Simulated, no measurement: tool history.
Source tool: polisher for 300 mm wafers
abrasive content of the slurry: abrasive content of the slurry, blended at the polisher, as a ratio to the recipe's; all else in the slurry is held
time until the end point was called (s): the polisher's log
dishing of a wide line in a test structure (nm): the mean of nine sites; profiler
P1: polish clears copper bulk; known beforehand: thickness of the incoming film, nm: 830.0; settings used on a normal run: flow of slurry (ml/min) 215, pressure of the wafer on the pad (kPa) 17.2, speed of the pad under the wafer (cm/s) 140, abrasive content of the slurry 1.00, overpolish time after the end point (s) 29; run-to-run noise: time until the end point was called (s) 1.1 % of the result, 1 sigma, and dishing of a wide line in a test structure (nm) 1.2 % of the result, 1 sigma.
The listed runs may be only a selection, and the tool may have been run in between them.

run	day	flow of slurry (ml/min)	pressure of the wafer on the pad (kPa)	speed of the pad under the wafer (cm/s)	abrasive content of the slurry	overpolish time after the end point (s)	time until the end point was called (s)	dishing of a wide line in a test structure (nm)
1	0.650	215	17.2	140	1.00	29	73.349	23.988
2	1.096	215	9.0	140	1.00	29	144.550	23.003
3	1.754	215	22.1	140	1.00	29	58.194	25.070
4	2.471	215	17.2	140	1.00	29	74.853	24.219
5	2.850	215	17.2	212	1.00	29	49.584	24.040
6	3.312	130	17.2	140	1.00	29	81.320	24.702
7	4.042	215	17.2	140	1.00	29	75.602	24.233
8	4.579	275	17.2	140	1.00	29	72.673	23.908
9	5.238	215	17.2	140	1.25	29	69.602	24.115
10	5.829	215	17.2	140	0.50	29	87.046	24.537
11	6.488	215	17.2	94	0.75	29	117.850	23.858
12	6.879	215	17.2	70	1.00	29	148.150	24.322
13	7.525	215	17.2	140	1.00	52	75.932	24.231
14	7.862	215	17.2	140	1.00	29	75.280	24.330
# day 7.962: slurry nozzle cleaned
15	8.383	215	10.3	184	1.00	29	95.553	23.272
16	8.996	130	17.2	202	1.00	29	55.632	24.565
17	9.450	215	17.2	140	1.00	9	73.174	23.583
18	9.862	215	17.2	140	1.00	29	75.495	24.308
19	10.242	215	17.2	140	1.00	29	75.703	24.022
20	10.962	215	17.2	140	1.00	29	74.715	24.949
21	11.650	215	17.2	140	1.00	29	77.672	24.123
22	12.412	215	17.2	140	1.00	29	76.708	24.373
# day 12.821: worn pad replaced by a new one
23	13.158	215	17.2	140	1.00	29	77.711	24.119
24	13.779	215	17.2	140	1.00	29	80.069	24.067
# day 14.300: head pressure recalibrated
25	14.512	215	17.2	140	1.00	29	79.582	24.665
26	15.133	215	17.2	140	1.00	29	79.888	23.817
27	15.804	215	17.2	140	1.00	29	78.706	24.672

What P1 gives has crept away from where it was. These 2 causes fit the log equally well, each at the size given:
A: slurry flow missing at the pad, % = 34.3
B: abrasive missing from the slurry, % = 26.2
The onset of the drift is placed at about day 10.962.
All other causes, with the reason each is excluded:
removal rate lost through wear of the pad, %: serviced at day 12.821, after the drift had started, without restoring the earlier output
head's pressure below its setpoint, %: serviced at day 14.300, after the drift had started, without restoring the earlier output

4 check runs are offered, each on 5 wafers whose results are averaged, their results left as question marks. Which one tells the causes apart?
check 1	16.475	130	17.2	140	1.00	29	?	?
check 2	16.475	215	17.2	200	0.65	29	?	?
check 3	16.475	215	21.4	70	1.00	29	?	?
check 4	16.475	260	17.2	140	1.00	29	?	?

Outcome of each check run for each possible cause:
check	result	if A	if B
check 1	time until the end point was called (s)	89.484	86.200
check 1	dishing of a wide line in a test structure (nm)	24.233	24.234
check 2	time until the end point was called (s)	60.953	60.733
check 2	dishing of a wide line in a test structure (nm)	24.237	24.237
check 3	time until the end point was called (s)	128.370	128.350
check 3	dishing of a wide line in a test structure (nm)	24.624	24.624
check 4	time until the end point was called (s)	77.074	77.871
check 4	dishing of a wide line in a test structure (nm)	24.236	24.236
How far apart the two closest causes lie, in the result that separates them most: check 1 3.74 %; check 2 0.36 %; check 3 0.02 %; check 4 1.03 %
Check 1 tells the causes apart: in the others they would give nearly the same result.

Here is what check 1 returned: time until the end point was called (s) 89.779; dishing of a wide line in a test structure (nm) 24.216. Which cause is it?

The correct cause is A, namely: slurry flow missing at the pad, %.
